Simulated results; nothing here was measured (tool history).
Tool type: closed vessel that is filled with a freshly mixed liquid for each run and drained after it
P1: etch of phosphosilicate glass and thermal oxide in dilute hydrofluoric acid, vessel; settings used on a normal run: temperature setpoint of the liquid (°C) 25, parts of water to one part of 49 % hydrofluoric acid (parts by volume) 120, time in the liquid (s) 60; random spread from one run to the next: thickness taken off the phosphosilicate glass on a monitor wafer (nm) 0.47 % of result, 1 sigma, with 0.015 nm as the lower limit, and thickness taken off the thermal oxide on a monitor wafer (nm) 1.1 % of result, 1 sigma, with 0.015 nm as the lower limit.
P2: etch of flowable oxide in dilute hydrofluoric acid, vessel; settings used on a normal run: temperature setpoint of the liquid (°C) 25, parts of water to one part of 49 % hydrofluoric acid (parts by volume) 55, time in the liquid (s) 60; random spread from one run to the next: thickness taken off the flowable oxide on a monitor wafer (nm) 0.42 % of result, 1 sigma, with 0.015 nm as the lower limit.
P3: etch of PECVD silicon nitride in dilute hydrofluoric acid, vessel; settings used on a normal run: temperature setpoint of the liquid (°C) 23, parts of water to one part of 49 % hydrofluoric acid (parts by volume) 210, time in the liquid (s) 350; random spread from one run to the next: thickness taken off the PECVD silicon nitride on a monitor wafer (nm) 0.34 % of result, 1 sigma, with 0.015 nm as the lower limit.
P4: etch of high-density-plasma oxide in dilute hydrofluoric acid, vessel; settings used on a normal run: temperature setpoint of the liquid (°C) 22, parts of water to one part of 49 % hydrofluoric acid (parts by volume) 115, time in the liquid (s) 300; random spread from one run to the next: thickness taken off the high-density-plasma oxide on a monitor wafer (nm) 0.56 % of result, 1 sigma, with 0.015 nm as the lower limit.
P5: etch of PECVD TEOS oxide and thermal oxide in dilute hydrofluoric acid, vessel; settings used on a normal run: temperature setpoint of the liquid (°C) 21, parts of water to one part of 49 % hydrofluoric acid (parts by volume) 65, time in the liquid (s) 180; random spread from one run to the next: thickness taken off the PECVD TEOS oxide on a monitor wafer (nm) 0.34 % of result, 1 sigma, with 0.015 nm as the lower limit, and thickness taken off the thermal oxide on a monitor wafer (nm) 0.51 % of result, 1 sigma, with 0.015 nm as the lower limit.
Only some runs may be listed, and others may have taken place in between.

run,hour,process that ran,temperature setpoint of the liquid (°C),parts of water to one part of 49 % hydrofluoric acid (parts by volume),time in the liquid (s),hours since the thermometer was replaced,hours since the hydrofluoric acid flow meter was replaced,thickness taken off the phosphosilicate glass on a monitor wafer (nm),thickness taken off the thermal oxide on a monitor wafer (nm),thickness taken off the high-density-plasma oxide on a monitor wafer (nm),thickness taken off the PECVD TEOS oxide on a monitor wafer (nm),thickness taken off the flowable oxide on a monitor wafer (nm),thickness taken off the PECVD silicon nitride on a monitor wafer (nm)
1,7.1,P1,25,120,60,1783.2,512.7,43.476,2.5096,,,,
2,20.8,P4,29.5,115,300,1796.9,526.4,,,16.507,,,
3,31,P5,21,65,180,1807.1,536.6,,13.03,,30.781,,
4,41.9,P1,18,55,60,1818,547.5,77.073,4.4889,,,,
5,55.1,P2,25,55,60,1831.2,560.7,,,,,56.239,
6,66.4,P4,22,115,300,1842.5,572,,,12.648,,,
7,78.1,P4,22,210,300,1854.2,583.7,,,6.2154,,,
8,84.8,P1,25,120,60,1860.9,590.4,43.574,2.4651,,,,
9,98.7,P1,25,175,60,1874.8,604.3,27.726,1.6125,,,,
10,111.2,P5,21,65,30,1887.3,616.8,,2.2112,,5.1798,,
11,117.9,P1,25,120,30,1894,623.5,21.736,1.2544,,,,
# hour 132.2: thermometer replaced
12,132.7,P5,27.5,65,180,0.6,638.3,,17.103,,39.967,,
13,141.1,P5,21,105,180,9,646.7,,7.7409,,18.168,,
14,149.9,P3,23,210,350,17.8,655.5,,,,,,6.2867
15,160,P1,29,120,60,27.9,665.6,50.579,2.9971,,,,
16,171.5,P1,21,120,60,39.4,677.1,37.042,2.1388,,,,
17,178.4,P1,25,120,60,46.3,684,43.292,2.5466,,,,
18,185.7,P2,30,55,60,53.6,691.3,,,,,68.981,
19,194.3,P1,25,70,60,62.2,699.9,79.79,4.5261,,,,
20,201.1,P4,22,115,80,69,706.7,,,3.3222,,,
21,215.2,P1,25,120,60,83.1,720.8,43.592,2.4884,,,,
22,223.6,P3,23,210,105,91.5,729.2,,,,,,1.8985
# hour 234.8: hydrofluoric acid flow meter replaced
23,234.9,P3,30,210,350,102.8,0.1,,,,,,9.6012
24,249.2,P2,25,55,30,117.1,14.4,,,,,28.328,
25,263.7,P3,23,75,350,131.6,28.9,,,,,,17.341
26,278.8,P1,25,120,115,146.7,44,83.689,4.8074,,,,
27,286.2,P2,25,80,60,154.1,51.4,,,,,37.572,

Run 28 is up next; what results do you expect?
28,295,P1,25,120,60,162.9,60.2,?,?,,,,

{"run 28": {"thickness taken off the phosphosilicate glass on a monitor wafer (nm)": 43.881, "thickness taken off the thermal oxide on a monitor wafer (nm)": 2.5336}}
